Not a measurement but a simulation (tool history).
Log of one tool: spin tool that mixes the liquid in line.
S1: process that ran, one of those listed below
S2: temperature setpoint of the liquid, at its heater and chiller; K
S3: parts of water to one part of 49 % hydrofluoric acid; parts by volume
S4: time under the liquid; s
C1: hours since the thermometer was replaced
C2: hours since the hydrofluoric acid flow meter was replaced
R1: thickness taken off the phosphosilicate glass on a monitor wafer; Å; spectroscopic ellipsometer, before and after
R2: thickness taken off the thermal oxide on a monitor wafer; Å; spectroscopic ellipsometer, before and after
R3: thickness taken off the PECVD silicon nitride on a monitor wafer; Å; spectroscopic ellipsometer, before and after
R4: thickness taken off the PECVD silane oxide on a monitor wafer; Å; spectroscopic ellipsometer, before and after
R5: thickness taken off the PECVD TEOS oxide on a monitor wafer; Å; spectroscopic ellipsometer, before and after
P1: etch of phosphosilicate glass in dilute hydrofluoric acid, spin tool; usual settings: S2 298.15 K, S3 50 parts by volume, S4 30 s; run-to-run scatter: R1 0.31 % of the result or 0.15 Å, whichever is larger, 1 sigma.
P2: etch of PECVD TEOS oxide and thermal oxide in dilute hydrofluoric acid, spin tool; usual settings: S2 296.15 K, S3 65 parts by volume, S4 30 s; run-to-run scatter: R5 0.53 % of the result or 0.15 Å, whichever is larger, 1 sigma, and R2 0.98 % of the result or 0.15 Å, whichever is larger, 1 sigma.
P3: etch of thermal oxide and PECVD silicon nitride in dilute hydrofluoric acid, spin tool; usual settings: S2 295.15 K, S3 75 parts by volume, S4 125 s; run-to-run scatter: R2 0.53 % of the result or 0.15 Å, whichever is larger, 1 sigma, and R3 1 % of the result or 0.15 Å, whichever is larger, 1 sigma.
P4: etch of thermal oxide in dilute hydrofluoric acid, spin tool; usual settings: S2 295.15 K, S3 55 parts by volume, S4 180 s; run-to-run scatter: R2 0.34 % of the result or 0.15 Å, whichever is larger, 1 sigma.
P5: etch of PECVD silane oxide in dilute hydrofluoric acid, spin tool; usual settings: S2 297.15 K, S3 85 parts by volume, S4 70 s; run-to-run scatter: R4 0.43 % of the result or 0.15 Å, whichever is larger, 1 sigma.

run,day,S1,S2,S3,S4,C1,C2,R1,R2,R3,R4,R5
1,0.183,P1,298.15,50,30,636.2,1209.2,753.97,,,,
2,0.325,P1,292.15,20,30,639.6,1212.6,1528.60,,,,
3,0.504,P3,290.15,75,125,643.9,1216.9,,58.945,17.142,,
4,0.592,P3,295.15,75,70,646.0,1219.0,,41.139,13.429,,
5,0.783,P1,298.15,50,30,650.6,1223.6,753.12,,,,
6,0.962,P1,302.65,50,30,654.9,1227.9,907.04,,,,
7,1.154,P1,298.15,75,30,659.5,1232.5,490.52,,,,
8,1.338,P5,291.15,85,70,663.9,1236.9,,,,114.66,
9,1.471,P1,298.15,50,30,667.1,1240.1,757.15,,,,
# day 1.488: hydrofluoric acid flow meter replaced
10,1.667,P5,297.15,85,115,671.8,4.4,,,,241.93,
11,1.808,P2,290.15,65,30,675.2,7.8,,16.446,,,72.895
12,1.958,P5,297.15,50,70,678.8,11.4,,,,263.24,
13,2.129,P3,295.15,120,125,682.9,15.5,,43.460,15.092,,
14,2.267,P1,298.15,50,30,686.2,18.8,753.71,,,,
15,2.433,P2,296.15,65,30,690.2,22.8,,21.285,,,93.811
16,2.558,P4,295.15,55,15,693.2,25.8,,12.625,,,
17,2.700,P1,298.15,50,30,696.6,29.2,756.14,,,,
18,2.792,P2,296.15,65,30,698.8,31.4,,21.424,,,93.757
19,2.979,P1,298.15,50,15,703.3,35.9,378.38,,,,
20,3.067,P1,293.65,50,30,705.4,38.0,629.01,,,,
21,3.158,P1,298.15,50,60,707.6,40.2,1514.30,,,,
22,3.354,P2,296.15,65,65,712.3,44.9,,46.573,,,201.330
23,3.550,P4,290.65,55,180,717.0,49.6,,122.740,,,
24,3.746,P4,295.15,55,180,721.7,54.3,,149.070,,,
25,3.912,P1,298.15,50,30,725.7,58.3,761.68,,,,
26,4.012,P5,297.15,85,70,728.1,60.7,,,,147.62,
27,4.108,P2,296.15,20,30,730.4,63.0,,72.680,,,324.750
28,4.242,P1,298.15,20,30,733.6,66.2,1972.70,,,,
29,4.388,P4,295.15,90,180,737.1,69.7,,87.515,,,
30,4.546,P1,290.15,50,50,740.9,73.5,898.32,,,,
31,4.692,P3,295.15,75,125,744.4,77.0,,73.397,23.931,,
32,4.796,P1,298.15,50,30,746.9,79.5,757.30,,,,
33,4.975,P1,298.15,50,30,751.2,83.8,758.47,,,,
34,5.154,P1,298.15,50,30,755.5,88.1,783.87,,,,
35,5.262,P1,298.15,50,30,758.1,90.7,795.42,,,,
36,5.425,P1,298.15,50,30,762.0,94.6,804.07,,,,
37,5.508,P1,298.15,50,30,764.0,96.6,808.81,,,,
38,5.683,P1,298.15,50,30,768.2,100.8,812.86,,,,

The next listed run, before its measurement:
39,5.788,P1,298.15,50,30,770.7,103.3,?,,,,

Run 39 gave R1 810.98 Å.
